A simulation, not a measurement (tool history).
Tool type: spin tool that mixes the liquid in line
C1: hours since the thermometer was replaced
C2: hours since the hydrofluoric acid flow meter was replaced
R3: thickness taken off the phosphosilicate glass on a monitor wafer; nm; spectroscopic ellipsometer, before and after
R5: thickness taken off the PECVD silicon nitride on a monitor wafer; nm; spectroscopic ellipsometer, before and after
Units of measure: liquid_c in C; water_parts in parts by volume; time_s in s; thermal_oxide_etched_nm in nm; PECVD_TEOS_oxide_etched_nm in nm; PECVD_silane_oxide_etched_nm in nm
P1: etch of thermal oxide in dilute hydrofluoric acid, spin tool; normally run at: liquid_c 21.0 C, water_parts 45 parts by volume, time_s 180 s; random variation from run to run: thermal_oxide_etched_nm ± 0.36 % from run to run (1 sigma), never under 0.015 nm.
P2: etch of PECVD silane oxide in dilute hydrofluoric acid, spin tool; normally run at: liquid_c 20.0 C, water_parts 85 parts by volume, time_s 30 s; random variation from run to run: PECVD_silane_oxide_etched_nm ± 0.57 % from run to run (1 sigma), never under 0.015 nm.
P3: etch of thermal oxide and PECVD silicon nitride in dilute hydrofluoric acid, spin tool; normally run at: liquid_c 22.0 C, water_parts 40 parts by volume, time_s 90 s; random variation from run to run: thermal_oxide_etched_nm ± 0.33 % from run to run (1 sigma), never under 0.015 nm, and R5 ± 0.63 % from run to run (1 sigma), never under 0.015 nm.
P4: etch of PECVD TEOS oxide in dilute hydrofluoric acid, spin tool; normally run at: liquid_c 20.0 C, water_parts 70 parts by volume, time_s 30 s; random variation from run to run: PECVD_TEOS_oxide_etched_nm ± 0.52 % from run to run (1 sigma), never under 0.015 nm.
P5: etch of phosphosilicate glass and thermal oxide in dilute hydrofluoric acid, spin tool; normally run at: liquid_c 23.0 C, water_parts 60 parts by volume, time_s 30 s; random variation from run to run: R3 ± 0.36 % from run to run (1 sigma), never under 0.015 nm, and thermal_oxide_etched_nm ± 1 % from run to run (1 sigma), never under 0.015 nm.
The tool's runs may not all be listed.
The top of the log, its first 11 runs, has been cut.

run 12 day=2.792 | process=P2 liquid_c=20.0 water_parts=85 time_s=30 | C1=1131.4 C2=286.0 | PECVD_silane_oxide_etched_nm=9.8530
run 13 day=3.133 | process=P1 liquid_c=17.0 water_parts=45 time_s=180 | C1=1139.6 C2=294.2 | thermal_oxide_etched_nm=15.4560
run 14 day=3.296 | process=P3 liquid_c=29.0 water_parts=40 time_s=90 | C1=1143.5 C2=298.1 | thermal_oxide_etched_nm=14.0640 R5=7.4131
run 15 day=3.558 | process=P1 liquid_c=21.0 water_parts=45 time_s=300 | C1=1149.8 C2=304.4 | thermal_oxide_etched_nm=30.5690
run 16 day=3.858 | process=P3 liquid_c=22.0 water_parts=40 time_s=90 | C1=1157.0 C2=311.6 | thermal_oxide_etched_nm=10.5770 R5=4.6266
run 17 day=4.079 | process=P1 liquid_c=21.0 water_parts=45 time_s=180 | C1=1162.3 C2=316.9 | thermal_oxide_etched_nm=18.2590
run 18 day=4.275 | process=P5 liquid_c=23.0 water_parts=60 time_s=30 | C1=1167.0 C2=321.6 | thermal_oxide_etched_nm=2.4386 R3=42.672
run 19 day=4.617 | process=P1 liquid_c=21.0 water_parts=45 time_s=40 | C1=1175.2 C2=329.8 | thermal_oxide_etched_nm=4.0602
-- day=4.658 thermometer replaced
run 20 day=4.946 | process=P4 liquid_c=17.0 water_parts=70 time_s=30 | C1=6.9 C2=337.7 | PECVD_TEOS_oxide_etched_nm=5.2050
run 21 day=5.288 | process=P1 liquid_c=21.0 water_parts=45 time_s=180 | C1=15.1 C2=345.9 | thermal_oxide_etched_nm=18.2860
run 22 day=5.588 | process=P1 liquid_c=21.0 water_parts=70 time_s=180 | C1=22.3 C2=353.1 | thermal_oxide_etched_nm=11.4260
run 23 day=5.788 | process=P2 liquid_c=20.0 water_parts=85 time_s=30 | C1=27.1 C2=357.9 | PECVD_silane_oxide_etched_nm=9.9719

The next listed run, before its measurement:
run 24 day=6.092 | process=P3 liquid_c=22.0 water_parts=65 time_s=90 | C1=34.4 C2=365.2 | thermal_oxide_etched_nm=? R5=?

thermal_oxide_etched_nm: 6.3224 nm
R5: 2.8985 nm

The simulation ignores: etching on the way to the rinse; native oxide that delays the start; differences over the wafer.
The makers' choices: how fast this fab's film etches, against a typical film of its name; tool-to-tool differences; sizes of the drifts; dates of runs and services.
